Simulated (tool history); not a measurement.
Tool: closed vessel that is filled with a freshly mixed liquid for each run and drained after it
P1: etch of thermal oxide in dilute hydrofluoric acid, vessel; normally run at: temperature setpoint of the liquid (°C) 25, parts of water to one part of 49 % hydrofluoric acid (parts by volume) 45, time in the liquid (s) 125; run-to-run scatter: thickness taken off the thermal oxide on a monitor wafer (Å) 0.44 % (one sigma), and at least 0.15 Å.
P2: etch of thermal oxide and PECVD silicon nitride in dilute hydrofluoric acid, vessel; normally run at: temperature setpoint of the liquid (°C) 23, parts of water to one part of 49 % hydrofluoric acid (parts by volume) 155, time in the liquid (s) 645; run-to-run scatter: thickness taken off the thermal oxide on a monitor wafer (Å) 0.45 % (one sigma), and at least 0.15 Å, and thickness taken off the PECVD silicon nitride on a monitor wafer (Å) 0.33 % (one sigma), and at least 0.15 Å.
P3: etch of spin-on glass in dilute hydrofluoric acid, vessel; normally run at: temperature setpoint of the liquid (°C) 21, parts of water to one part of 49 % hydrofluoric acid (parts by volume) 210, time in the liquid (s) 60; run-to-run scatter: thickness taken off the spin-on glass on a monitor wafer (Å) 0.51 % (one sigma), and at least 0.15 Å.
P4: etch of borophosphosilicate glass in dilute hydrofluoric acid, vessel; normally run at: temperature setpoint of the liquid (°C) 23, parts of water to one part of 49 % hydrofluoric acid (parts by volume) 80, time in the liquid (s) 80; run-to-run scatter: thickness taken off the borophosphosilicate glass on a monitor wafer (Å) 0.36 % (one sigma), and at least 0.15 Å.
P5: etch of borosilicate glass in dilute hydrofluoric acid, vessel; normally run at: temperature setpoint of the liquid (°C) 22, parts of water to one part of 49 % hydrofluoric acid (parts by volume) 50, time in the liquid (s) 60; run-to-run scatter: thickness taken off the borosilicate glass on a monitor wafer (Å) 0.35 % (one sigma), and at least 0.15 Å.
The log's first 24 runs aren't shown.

run   hour  process that ran  temperature setpoint of the liquid (°C)  parts of water to one part of 49 % hydrofluoric acid (parts by volume)  time in the liquid (s)  hours since the thermometer was replaced  hours since the hydrofluoric acid flow meter was replaced  thickness taken off the thermal oxide on a monitor wafer (Å)  thickness taken off the PECVD silicon nitride on a monitor wafer (Å)  thickness taken off the borosilicate glass on a monitor wafer (Å)  thickness taken off the spin-on glass on a monitor wafer (Å)  thickness taken off the borophosphosilicate glass on a monitor wafer (Å)
 25  247.1                P5                                       22                                                                      50                      60                                    1712.2                                                      552.1                                                                                                                                                                                                 462.32
 26  258.4                P2                                       23                                                                     155                     645                                    1723.5                                                      563.4                                                        179.27                                                                149.27
 27  264.5                P5                                       18                                                                      50                      60                                    1729.6                                                      569.5                                                                                                                                                                                                  391.4
 28  270.2                P1                                       25                                                                      45                     125                                    1735.3                                                      575.2                                                           153
 29    282                P4                                       23                                                                      80                      80                                    1747.1                                                        587                                                                                                                                                                                                                                                                                                                                         492.56
 30  291.1                P2                                     30.5                                                                     155                     645                                    1756.2                                                      596.1                                                        239.64                                                                239.66
 31  297.4                P3                                       21                                                                      75                      60                                    1762.5                                                      602.4                                                                                                                                                                                                                                                               328.71
 32  303.1                P1                                       25                                                                      45                     125                                    1768.2                                                      608.1                                                        153.11
 33  314.5                P1                                       25                                                                      45                     125                                    1779.6                                                      619.5                                                        148.15
 34  321.7                P1                                       25                                                                      45                     125                                    1786.8                                                      626.7                                                        146.12
 35  329.2                P1                                       25                                                                      45                     125                                    1794.3                                                      634.2                                                        144.84

The next listed run, before its measurement:
 36  336.9                P1                                       25                                                                      45                     125                                      1802                                                      641.9                                                             ?

thickness taken off the thermal oxide on a monitor wafer (Å): 144.51
